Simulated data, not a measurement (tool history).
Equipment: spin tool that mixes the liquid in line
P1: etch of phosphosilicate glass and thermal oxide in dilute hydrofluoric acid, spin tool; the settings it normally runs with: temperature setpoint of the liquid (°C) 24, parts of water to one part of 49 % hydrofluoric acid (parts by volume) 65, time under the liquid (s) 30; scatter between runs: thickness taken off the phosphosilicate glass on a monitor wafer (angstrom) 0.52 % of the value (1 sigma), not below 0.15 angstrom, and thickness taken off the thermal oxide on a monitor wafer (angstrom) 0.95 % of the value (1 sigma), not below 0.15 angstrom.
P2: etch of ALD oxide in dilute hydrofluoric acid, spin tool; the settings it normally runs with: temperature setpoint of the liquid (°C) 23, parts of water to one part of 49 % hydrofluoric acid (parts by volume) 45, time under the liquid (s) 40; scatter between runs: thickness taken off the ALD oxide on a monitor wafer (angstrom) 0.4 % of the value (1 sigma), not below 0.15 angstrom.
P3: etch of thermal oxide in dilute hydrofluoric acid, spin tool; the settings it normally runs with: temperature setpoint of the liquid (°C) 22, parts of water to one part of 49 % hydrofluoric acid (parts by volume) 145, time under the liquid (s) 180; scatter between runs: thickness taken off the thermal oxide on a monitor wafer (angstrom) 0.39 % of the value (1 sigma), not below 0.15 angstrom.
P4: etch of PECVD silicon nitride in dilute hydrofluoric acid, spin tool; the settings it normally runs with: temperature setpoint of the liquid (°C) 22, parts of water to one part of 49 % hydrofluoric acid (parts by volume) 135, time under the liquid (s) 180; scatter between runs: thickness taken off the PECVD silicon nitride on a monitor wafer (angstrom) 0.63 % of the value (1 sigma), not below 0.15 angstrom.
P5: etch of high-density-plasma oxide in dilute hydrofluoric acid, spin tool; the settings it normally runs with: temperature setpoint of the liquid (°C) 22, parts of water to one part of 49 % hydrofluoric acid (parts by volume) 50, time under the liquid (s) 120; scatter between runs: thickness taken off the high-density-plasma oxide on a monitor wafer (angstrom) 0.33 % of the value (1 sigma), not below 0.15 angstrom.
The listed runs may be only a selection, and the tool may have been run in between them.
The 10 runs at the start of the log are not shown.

run,hour,process that ran,temperature setpoint of the liquid (°C),parts of water to one part of 49 % hydrofluoric acid (parts by volume),time under the liquid (s),hours since the thermometer was replaced,hours since the hydrofluoric acid flow meter was replaced,thickness taken off the phosphosilicate glass on a monitor wafer (angstrom),thickness taken off the thermal oxide on a monitor wafer (angstrom),thickness taken off the PECVD silicon nitride on a monitor wafer (angstrom),thickness taken off the high-density-plasma oxide on a monitor wafer (angstrom),thickness taken off the ALD oxide on a monitor wafer (angstrom)
11,111.1,P1,24,65,30,1298.3,734.4,290.41,23.477,,,
12,119,P3,22,145,60,1306.2,742.3,,18.547,,,
13,130.9,P2,23,45,15,1318.1,754.2,,,,,44.131
14,141.3,P3,22,205,180,1328.5,764.6,,36.967,,,
# hour 144.7: thermometer replaced
15,148.5,P4,22,135,180,3.9,771.8,,,44.984,,
16,157.2,P3,22,145,180,12.6,780.5,,55.934,,,
17,166.1,P3,18.5,145,180,21.5,789.4,,48.672,,,
18,175.9,P1,24,65,55,31.3,799.2,529.14,43.711,,,
19,186.7,P1,31.5,65,15,42.1,810,193.01,16.31,,,
20,194.2,P1,24,35,30,49.6,817.5,556.84,45.014,,,

Expected results for the next run?
21,200.8,P4,22,225,180,56.2,824.1,,,?,,

Run 21 produced thickness taken off the PECVD silicon nitride on a monitor wafer (angstrom) 27.026.

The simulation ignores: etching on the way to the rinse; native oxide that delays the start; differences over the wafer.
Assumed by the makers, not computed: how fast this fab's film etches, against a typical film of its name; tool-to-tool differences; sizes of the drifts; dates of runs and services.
